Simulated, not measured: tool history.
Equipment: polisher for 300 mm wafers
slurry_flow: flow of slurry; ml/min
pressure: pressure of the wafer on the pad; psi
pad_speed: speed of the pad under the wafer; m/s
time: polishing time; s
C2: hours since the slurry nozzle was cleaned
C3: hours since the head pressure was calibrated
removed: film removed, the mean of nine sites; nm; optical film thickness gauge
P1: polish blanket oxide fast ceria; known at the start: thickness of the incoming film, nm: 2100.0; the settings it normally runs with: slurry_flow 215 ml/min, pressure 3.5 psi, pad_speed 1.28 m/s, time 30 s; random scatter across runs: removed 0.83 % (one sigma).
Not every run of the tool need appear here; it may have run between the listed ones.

Run 1, hour 8.1: slurry_flow 215 ml/min, pressure 3.5 psi, pad_speed 1.28 m/s, time 30 s; wafers polished on this pad 283; C2 114.2; C3 92. Result: removed 674.21 nm.
Run 2, hour 17.3: slurry_flow 215 ml/min, pressure 3.5 psi, pad_speed 0.7 m/s, time 30 s; wafers polished on this pad 354; C2 123.4; C3 101.2. Result: removed 367.93 nm.
Run 3, hour 23.4: slurry_flow 215 ml/min, pressure 3.5 psi, pad_speed 1.28 m/s, time 30 s; wafers polished on this pad 402; C2 129.5; C3 107.3. Result: removed 672.81 nm.
Run 4, hour 30.1: slurry_flow 325 ml/min, pressure 3.5 psi, pad_speed 1.9 m/s, time 30 s; wafers polished on this pad 454; C2 136.2; C3 114. Result: removed 1046.3 nm.
Run 5, hour 38.5: slurry_flow 215 ml/min, pressure 3.5 psi, pad_speed 1.28 m/s, time 46 s; wafers polished on this pad 519; C2 144.6; C3 122.4. Result: removed 1032.2 nm.
Run 6, hour 47.8: slurry_flow 215 ml/min, pressure 3.5 psi, pad_speed 1.28 m/s, time 30 s; wafers polished on this pad 591; C2 153.9; C3 131.7. Result: removed 683.94 nm.
Run 7, hour 57.3: slurry_flow 215 ml/min, pressure 3.5 psi, pad_speed 1.28 m/s, time 14 s; wafers polished on this pad 665; C2 163.4; C3 141.2. Result: removed 315.98 nm.
Run 8, hour 63.5: slurry_flow 215 ml/min, pressure 1.8 psi, pad_speed 1.28 m/s, time 30 s; wafers polished on this pad 713; C2 169.6; C3 147.4. Result: removed 344.92 nm.
Run 9, hour 68.2: slurry_flow 215 ml/min, pressure 3.5 psi, pad_speed 1.28 m/s, time 30 s; wafers polished on this pad 750; C2 174.3; C3 152.1. Result: removed 672.81 nm.
Run 10, hour 74.2: slurry_flow 215 ml/min, pressure 3.5 psi, pad_speed 1.62 m/s, time 30 s; wafers polished on this pad 796; C2 180.3; C3 158.1. Result: removed 869.94 nm.
At hour 82.2: head pressure recalibrated.
Run 11, hour 82.9: slurry_flow 215 ml/min, pressure 4.7 psi, pad_speed 1.28 m/s, time 30 s; wafers polished on this pad 864; C2 189; C3 0.8. Result: removed 910.33 nm.
Run 12, hour 90.8: slurry_flow 130 ml/min, pressure 3.5 psi, pad_speed 1.28 m/s, time 30 s; wafers polished on this pad 925; C2 196.9; C3 8.7. Result: removed 621.3 nm.
Run 13, hour 100.7: slurry_flow 325 ml/min, pressure 3.5 psi, pad_speed 1.28 m/s, time 30 s; wafers polished on this pad 1002; C2 206.8; C3 18.6. Result: removed 714.45 nm.
Run 14, hour 105.3: slurry_flow 215 ml/min, pressure 3.5 psi, pad_speed 1.28 m/s, time 30 s; wafers polished on this pad 1038; C2 211.4; C3 23.2. Result: removed 686.66 nm.

What does the tool deliver on the next run?
Run 15, hour 114: slurry_flow 215 ml/min, pressure 3.5 psi, pad_speed 1.28 m/s, time 30 s; wafers polished on this pad 1106; C2 220.1; C3 31.9. Result: removed ?.

{"run 15": {"removed": 654.08}}
